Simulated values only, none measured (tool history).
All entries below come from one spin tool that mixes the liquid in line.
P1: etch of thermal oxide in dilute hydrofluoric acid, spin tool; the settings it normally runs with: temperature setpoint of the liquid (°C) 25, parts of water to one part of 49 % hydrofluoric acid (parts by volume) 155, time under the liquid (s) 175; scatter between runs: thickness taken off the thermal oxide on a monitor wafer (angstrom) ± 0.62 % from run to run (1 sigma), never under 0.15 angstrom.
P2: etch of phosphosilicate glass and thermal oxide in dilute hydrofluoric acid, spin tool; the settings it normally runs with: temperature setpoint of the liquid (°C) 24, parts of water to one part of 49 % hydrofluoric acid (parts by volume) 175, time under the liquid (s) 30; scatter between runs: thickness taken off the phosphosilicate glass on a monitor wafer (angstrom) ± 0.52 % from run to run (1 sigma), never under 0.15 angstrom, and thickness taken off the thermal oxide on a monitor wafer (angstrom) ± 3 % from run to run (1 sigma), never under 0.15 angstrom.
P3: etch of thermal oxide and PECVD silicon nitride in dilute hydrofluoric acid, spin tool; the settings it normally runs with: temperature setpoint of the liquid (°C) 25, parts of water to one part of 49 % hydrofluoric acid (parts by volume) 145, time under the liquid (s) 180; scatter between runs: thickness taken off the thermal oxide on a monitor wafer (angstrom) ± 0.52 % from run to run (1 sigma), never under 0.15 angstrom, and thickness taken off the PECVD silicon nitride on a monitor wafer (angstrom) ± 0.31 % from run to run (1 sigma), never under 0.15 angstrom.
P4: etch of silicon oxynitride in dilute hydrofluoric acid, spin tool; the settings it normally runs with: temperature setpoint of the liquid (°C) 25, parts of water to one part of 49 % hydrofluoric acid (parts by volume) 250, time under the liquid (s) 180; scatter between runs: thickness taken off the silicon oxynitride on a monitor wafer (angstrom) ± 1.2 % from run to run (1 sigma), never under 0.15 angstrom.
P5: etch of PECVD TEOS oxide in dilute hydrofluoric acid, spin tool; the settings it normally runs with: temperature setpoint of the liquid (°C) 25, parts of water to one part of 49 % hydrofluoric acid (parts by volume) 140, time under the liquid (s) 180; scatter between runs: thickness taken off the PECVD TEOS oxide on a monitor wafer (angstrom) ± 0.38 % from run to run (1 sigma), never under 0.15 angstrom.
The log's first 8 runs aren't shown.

run   hour  process that ran  temperature setpoint of the liquid (°C)  parts of water to one part of 49 % hydrofluoric acid (parts by volume)  time under the liquid (s)  thickness taken off the thermal oxide on a monitor wafer (angstrom)  thickness taken off the PECVD silicon nitride on a monitor wafer (angstrom)  thickness taken off the phosphosilicate glass on a monitor wafer (angstrom)  thickness taken off the PECVD TEOS oxide on a monitor wafer (angstrom)  thickness taken off the silicon oxynitride on a monitor wafer (angstrom)
  9   98.2                P2                                       24                                                                     175                         15                                                               3.3274                                                                                                                                                    109.72
 10  111.4                P5                                       25                                                                     140                        180                                                                                                                                                                                                                                                                                                 115.25
 11  123.3                P1                                       25                                                                     155                         30                                                               8.2643
 12  133.9                P2                                     31.5                                                                     175                         30                                                               9.1174                                                                                                                                                    285.39
 13  147.9                P1                                       25                                                                      60                        175                                                               140.99
 14  159.6                P5                                       25                                                                     140                         50                                                                                                                                                                                                                                                                                                 31.904
 15    171                P1                                       25                                                                     235                        175                                                               29.605
 16  183.3                P4                                       21                                                                     250                        180                                                                                                                                                                                                                                                                                                                                                                           18.429
 17  197.8                P5                                       25                                                                      40                        180                                                                                                                                                                                                                                                                                                 457.58
 18  211.6                P1                                     19.5                                                                      60                        175                                                               113.32
 19  219.8                P4                                       25                                                                      45                        180                                                                                                                                                                                                                                                                                                                                                                           143.21
 20  233.7                P1                                       25                                                                     155                        175                                                               48.828
 21  246.1                P4                                       25                                                                     250                        360                                                                                                                                                                                                                                                                                                                                                                           43.517
 22  254.8                P3                                       25                                                                      95                        180                                                                 93.9                                                                        114.1
 23  269.8                P1                                       18                                                                     155                        175                                                               36.766
     277.9  -- thermometer replaced
 24  282.4                P3                                       25                                                                     145                         15                                                               4.9175                                                                        6.115
 25  294.6                P4                                       25                                                                     250                        180                                                                                                                                                                                                                                                                                                                                                                            21.44
 26  309.6                P3                                       25                                                                     145                        180                                                               58.164                                                                       74.991
 27  320.5                P2                                       24                                                                      70                         30                                                               20.842                                                                                                                                                     630.4
 28  335.4                P1                                       25                                                                     155                        175                                                               48.127
 29  349.4                P5                                       17                                                                     140                        180                                                                                                                                                                                                                                                                                                  84.17
 30  357.7                P1                                       25                                                                     155                        175                                                               48.691
 31  368.4                P1                                       25                                                                     155                        175                                                               47.504

For run 32, what comes out?
 32  375.4                P1                                       25                                                                     155                        175                                                                    ?

{"run 32": {"thickness taken off the thermal oxide on a monitor wafer (angstrom)": 46.655}}

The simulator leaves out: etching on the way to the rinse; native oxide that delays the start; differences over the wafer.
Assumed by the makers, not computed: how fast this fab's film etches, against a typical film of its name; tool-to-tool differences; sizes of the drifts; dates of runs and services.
